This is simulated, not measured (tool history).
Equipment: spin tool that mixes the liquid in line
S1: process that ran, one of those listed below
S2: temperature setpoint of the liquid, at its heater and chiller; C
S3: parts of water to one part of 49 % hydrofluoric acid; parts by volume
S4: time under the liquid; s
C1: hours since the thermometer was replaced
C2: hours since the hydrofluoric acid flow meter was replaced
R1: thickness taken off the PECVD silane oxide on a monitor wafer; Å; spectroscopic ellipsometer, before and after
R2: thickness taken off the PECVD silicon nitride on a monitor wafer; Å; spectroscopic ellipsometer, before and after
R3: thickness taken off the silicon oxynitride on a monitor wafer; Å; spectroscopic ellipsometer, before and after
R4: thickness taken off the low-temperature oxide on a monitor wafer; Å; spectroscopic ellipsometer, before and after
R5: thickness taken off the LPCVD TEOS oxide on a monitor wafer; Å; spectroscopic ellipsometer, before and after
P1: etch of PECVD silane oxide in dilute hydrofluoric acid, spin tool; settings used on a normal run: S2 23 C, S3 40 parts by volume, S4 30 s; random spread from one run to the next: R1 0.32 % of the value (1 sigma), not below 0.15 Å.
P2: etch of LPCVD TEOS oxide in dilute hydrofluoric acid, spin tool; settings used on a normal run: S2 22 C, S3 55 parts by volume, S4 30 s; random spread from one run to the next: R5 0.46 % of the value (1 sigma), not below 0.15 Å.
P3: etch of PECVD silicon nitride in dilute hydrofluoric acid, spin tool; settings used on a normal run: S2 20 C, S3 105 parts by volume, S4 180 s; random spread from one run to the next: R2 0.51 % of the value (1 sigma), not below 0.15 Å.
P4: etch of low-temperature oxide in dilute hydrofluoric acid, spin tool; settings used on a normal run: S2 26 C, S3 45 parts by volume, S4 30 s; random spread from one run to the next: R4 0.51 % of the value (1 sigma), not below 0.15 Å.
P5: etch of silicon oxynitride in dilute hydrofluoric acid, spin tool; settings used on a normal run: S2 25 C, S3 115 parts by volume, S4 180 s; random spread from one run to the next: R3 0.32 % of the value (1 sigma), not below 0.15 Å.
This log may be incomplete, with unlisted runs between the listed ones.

run,hour,S1,S2,S3,S4,C1,C2,R1,R2,R3,R4,R5
1,3.6,P1,23,40,30,687.9,888.2,297.92,,,,
2,6.7,P1,23,20,15,691,891.3,304.87,,,,
3,9.4,P1,23,40,30,693.7,894,296.67,,,,
4,12.9,P3,20,35,180,697.2,897.5,,166.38,,,
5,16.1,P5,25,115,180,700.4,900.7,,,77.942,,
6,19.3,P4,26,45,55,703.6,903.9,,,,249.77,
7,22.3,P5,25,205,180,706.6,906.9,,,40.617,,
8,26.2,P4,26,20,30,710.5,910.8,,,,314.57,
9,28.3,P1,29.5,40,15,712.6,912.9,193.48,,,,
10,31,P4,26,45,30,715.3,915.6,,,,134.18,
11,35.2,P3,20,105,180,719.5,919.8,,56.923,,,
12,37.5,P5,21,115,180,721.8,922.1,,,64.746,,
13,40.1,P4,26,45,30,724.4,924.7,,,,135.38,
14,42.4,P1,23,40,30,726.7,927,296.44,,,,
15,46.6,P1,23,40,30,730.9,931.2,297.09,,,,
16,50.9,P2,22,55,30,735.2,935.5,,,,,159.68
17,53.6,P1,23,40,30,737.9,938.2,297.33,,,,
18,57.3,P2,17,55,30,741.6,941.9,,,,,129.92
19,59.3,P1,23,20,30,743.6,943.9,608.03,,,,
20,61.9,P1,28.5,40,30,746.2,946.5,370.79,,,,
21,63.9,P2,22,55,55,748.2,948.5,,,,,293.45
22,67.7,P1,23,40,15,752,952.3,148.12,,,,
23,70.2,P3,20,105,60,754.5,954.8,,19.036,,,
24,74.3,P4,22,45,30,758.6,958.9,,,,115.08,
25,77.2,P1,23,40,30,761.5,961.8,298.2,,,,
26,80.6,P5,25,115,40,764.9,965.2,,,17.296,,
27,84.6,P3,20,105,180,768.9,969.2,,57.122,,,
28,88.7,P3,26.5,105,180,773,973.3,,87.09,,,
29,93.1,P1,23,20,55,777.4,977.7,1119.8,,,,
30,95.2,P1,17,40,30,779.5,979.8,231.34,,,,
31,97.7,P2,22,85,30,782,982.3,,,,,100.07
32,101.3,P1,23,70,30,785.6,985.9,164,,,,
33,104.5,P1,23,40,45,788.8,989.1,446.52,,,,
34,107.4,P1,23,40,30,791.7,992,297.74,,,,
35,111,P1,23,40,30,795.3,995.6,307.83,,,,
36,115.1,P1,23,40,30,799.4,999.7,317.1,,,,
37,117.8,P1,23,40,30,802.1,1002.4,319.94,,,,
38,121.2,P1,23,40,30,805.5,1005.8,322.67,,,,
39,125.5,P1,23,40,30,809.8,1010.1,324.66,,,,
40,128.4,P1,23,40,30,812.7,1013,325.61,,,,
41,130.8,P1,23,40,30,815.1,1015.4,328.47,,,,
42,135.5,P1,23,40,30,819.8,1020.1,327.93,,,,
43,139.3,P1,23,40,30,823.6,1023.9,328.47,,,,

P1 no longer gives what it gave before; its output has crept away from where it was. The following 2 causes, each at its listed size, fit the log equally well:
A: liquid hotter than its thermometer reads (K) = 2.4
B: hydrofluoric acid flow above the setpoint (%) = 9.91
The gradual shift began around hour 107.4.

Listed below are the offered check runs, one wafer per run, with question marks in place of results. For which of them would the causes give clearly different outcomes?
check 1,143.1,P3,20,105,180,,,,?,,,
check 2,143.1,P4,26,45,30,,,,,,?,
check 3,143.1,P5,25,115,180,,,,,?,,
check 4,143.1,P2,22,55,30,,,,,,,?

What every check run would give for each of its results, assuming each possible cause in turn:
check,result,if A,if B
check 1,R2,66.944,62.466
check 2,R4,148.78,149.31
check 3,R3,87.044,86.455
check 4,R5,177.21,177.51
Smallest distance between any two causes, each pair judged by its most separating result, in per cent: check 1 6.92 %; check 2 0.35 %; check 3 0.68 %; check 4 0.17 %
Check 1 is the one run that separates the causes; every other check would come out nearly the same whichever cause is at work.

Check 1 was then run and gave: R2 66.444 Å. Which cause is it?

A is the cause: liquid hotter than its thermometer reads (K).

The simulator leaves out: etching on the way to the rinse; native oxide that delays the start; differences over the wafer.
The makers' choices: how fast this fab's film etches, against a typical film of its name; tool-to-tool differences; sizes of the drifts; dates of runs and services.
